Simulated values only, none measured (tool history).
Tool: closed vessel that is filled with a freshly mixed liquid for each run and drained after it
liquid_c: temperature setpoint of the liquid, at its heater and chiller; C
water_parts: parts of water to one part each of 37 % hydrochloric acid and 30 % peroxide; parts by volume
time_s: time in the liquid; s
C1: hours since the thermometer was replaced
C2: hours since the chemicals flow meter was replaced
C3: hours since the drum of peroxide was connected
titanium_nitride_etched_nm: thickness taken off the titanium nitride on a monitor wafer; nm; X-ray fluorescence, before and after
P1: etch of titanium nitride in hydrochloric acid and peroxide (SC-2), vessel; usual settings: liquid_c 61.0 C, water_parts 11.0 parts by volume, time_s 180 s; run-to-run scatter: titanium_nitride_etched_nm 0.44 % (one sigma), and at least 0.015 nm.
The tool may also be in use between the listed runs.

run 1 hour=15.8 | liquid_c=61.0 water_parts=11.0 time_s=180 | C1=808.5 C2=483.3 C3=313.6 | titanium_nitride_etched_nm=8.8678
run 2 hour=31.0 | liquid_c=50.5 water_parts=7.0 time_s=180 | C1=823.7 C2=498.5 C3=328.8 | titanium_nitride_etched_nm=6.5586
run 3 hour=41.2 | liquid_c=61.0 water_parts=19.5 time_s=180 | C1=833.9 C2=508.7 C3=339.0 | titanium_nitride_etched_nm=5.3647
run 4 hour=56.8 | liquid_c=61.0 water_parts=4.0 time_s=180 | C1=849.5 C2=524.3 C3=354.6 | titanium_nitride_etched_nm=19.3290
run 5 hour=67.3 | liquid_c=71.0 water_parts=11.0 time_s=180 | C1=860.0 C2=534.8 C3=365.1 | titanium_nitride_etched_nm=16.4650
run 6 hour=78.6 | liquid_c=61.0 water_parts=11.0 time_s=355 | C1=871.3 C2=546.1 C3=376.4 | titanium_nitride_etched_nm=17.5870
run 7 hour=90.3 | liquid_c=61.0 water_parts=11.0 time_s=180 | C1=883.0 C2=557.8 C3=388.1 | titanium_nitride_etched_nm=8.9047
-- hour=98.0 chemicals flow meter replaced
run 8 hour=105.9 | liquid_c=46.5 water_parts=11.0 time_s=80 | C1=898.6 C2=8.0 C3=403.7 | titanium_nitride_etched_nm=1.5561
run 9 hour=114.4 | liquid_c=47.0 water_parts=18.5 time_s=180 | C1=907.1 C2=16.5 C3=412.2 | titanium_nitride_etched_nm=2.2799
run 10 hour=128.4 | liquid_c=61.0 water_parts=11.0 time_s=180 | C1=921.1 C2=30.5 C3=426.2 | titanium_nitride_etched_nm=8.9154
run 11 hour=144.2 | liquid_c=61.0 water_parts=11.0 time_s=180 | C1=936.9 C2=46.3 C3=442.0 | titanium_nitride_etched_nm=8.9113
run 12 hour=152.3 | liquid_c=61.0 water_parts=11.0 time_s=30 | C1=945.0 C2=54.4 C3=450.1 | titanium_nitride_etched_nm=1.4490
run 13 hour=166.0 | liquid_c=48.0 water_parts=11.0 time_s=180 | C1=958.7 C2=68.1 C3=463.8 | titanium_nitride_etched_nm=3.8702
run 14 hour=173.8 | liquid_c=61.0 water_parts=11.0 time_s=180 | C1=966.5 C2=75.9 C3=471.6 | titanium_nitride_etched_nm=8.9140
run 15 hour=189.6 | liquid_c=61.0 water_parts=11.0 time_s=180 | C1=982.3 C2=91.7 C3=487.4 | titanium_nitride_etched_nm=9.3167
run 16 hour=205.4 | liquid_c=61.0 water_parts=11.0 time_s=180 | C1=998.1 C2=107.5 C3=503.2 | titanium_nitride_etched_nm=9.4998

Run 17 comes next. What will it give?
run 17 hour=221.6 | liquid_c=61.0 water_parts=11.0 time_s=180 | C1=1014.3 C2=123.7 C3=519.4 | titanium_nitride_etched_nm=?

Run 17 gave titanium_nitride_etched_nm 9.6466 nm.
